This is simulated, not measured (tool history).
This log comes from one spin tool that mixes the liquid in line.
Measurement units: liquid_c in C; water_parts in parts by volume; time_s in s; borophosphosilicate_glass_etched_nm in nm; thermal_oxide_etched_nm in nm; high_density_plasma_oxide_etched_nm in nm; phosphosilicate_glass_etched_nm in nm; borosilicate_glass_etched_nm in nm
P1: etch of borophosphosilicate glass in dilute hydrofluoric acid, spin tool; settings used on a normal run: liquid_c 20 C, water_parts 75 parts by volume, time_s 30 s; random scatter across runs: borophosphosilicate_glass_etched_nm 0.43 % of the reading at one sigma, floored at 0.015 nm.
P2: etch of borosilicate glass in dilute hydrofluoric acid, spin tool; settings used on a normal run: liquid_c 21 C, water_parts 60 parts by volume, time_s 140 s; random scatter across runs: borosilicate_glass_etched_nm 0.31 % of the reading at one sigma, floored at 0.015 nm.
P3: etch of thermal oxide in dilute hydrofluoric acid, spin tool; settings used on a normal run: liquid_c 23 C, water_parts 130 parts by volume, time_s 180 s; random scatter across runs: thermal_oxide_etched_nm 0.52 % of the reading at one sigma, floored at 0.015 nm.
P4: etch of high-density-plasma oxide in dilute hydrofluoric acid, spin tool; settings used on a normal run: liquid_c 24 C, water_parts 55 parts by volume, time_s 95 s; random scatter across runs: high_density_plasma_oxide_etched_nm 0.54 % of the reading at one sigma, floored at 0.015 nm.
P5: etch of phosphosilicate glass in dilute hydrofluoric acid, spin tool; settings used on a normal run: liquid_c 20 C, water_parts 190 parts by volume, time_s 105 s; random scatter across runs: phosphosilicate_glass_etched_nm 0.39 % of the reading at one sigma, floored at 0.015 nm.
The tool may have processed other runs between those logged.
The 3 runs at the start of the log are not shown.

| run | hour | process | liquid_c | water_parts | time_s | hours since the thermometer was replaced | hours since the hydrofluoric acid flow meter was replaced | borophosphosilicate_glass_etched_nm | thermal_oxide_etched_nm | high_density_plasma_oxide_etched_nm | phosphosilicate_glass_etched_nm | borosilicate_glass_etched_nm |
|---|---|---|---|---|---|---|---|---|---|---|---|---|
| 4 | 56 | P3 | 17 | 130 | 180 | 840.1 | 152.4 |  | 4.8473 |  |  |  |
| 5 | 68.7 | P1 | 20 | 75 | 30 | 852.8 | 165.1 | 11.503 |  |  |  |  |
| 6 | 82.9 | P4 | 24 | 55 | 175 | 867 | 179.3 |  |  | 23.024 |  |  |
| 7 | 94.9 | P5 | 20 | 190 | 55 | 879 | 191.3 |  |  |  | 13.103 |  |
| 8 | 107.5 | P1 | 20 | 75 | 30 | 891.6 | 203.9 | 11.442 |  |  |  |  |
| 9 | 116.2 | P5 | 20 | 330 | 105 | 900.3 | 212.6 |  |  |  | 12.575 |  |
| 10 | 125.8 | P1 | 20 | 75 | 30 | 909.9 | 222.2 | 11.47 |  |  |  |  |
| 11 | 133.2 | P3 | 23 | 130 | 15 | 917.3 | 229.6 |  | 0.50457 |  |  |  |
| 12 | 148.1 | P4 | 30.5 | 55 | 95 | 932.2 | 244.5 |  |  | 16.245 |  |  |
| 13 | 157.6 | P2 | 21 | 20 | 140 | 941.7 | 254 |  |  |  |  | 132.24 |
| 14 | 166.1 | P5 | 28 | 190 | 105 | 950.2 | 262.5 |  |  |  | 33.404 |  |
| 15 | 180.4 | P4 | 24 | 55 | 95 | 964.5 | 276.8 |  |  | 12.502 |  |  |
| 16 | 194.5 | P2 | 21 | 60 | 140 | 978.6 | 290.9 |  |  |  |  | 41.778 |
| 17 | 210.5 | P1 | 20 | 75 | 15 | 994.6 | 306.9 | 5.6959 |  |  |  |  |
| 18 | 223.4 | P1 | 20 | 75 | 30 | 1007.5 | 319.8 | 11.423 |  |  |  |  |
| 19 | 233.2 | P2 | 21 | 60 | 140 | 1017.3 | 329.6 |  |  |  |  | 41.792 |
| 20 | 241.7 | P1 | 20 | 115 | 30 | 1025.8 | 338.1 | 7.0879 |  |  |  |  |

The next listed run, before its measurement:
| 21 | 252.5 | P1 | 20 | 30 | 30 | 1036.6 | 348.9 | ? |  |  |  |  |

borophosphosilicate_glass_etched_nm: 30.205 nm
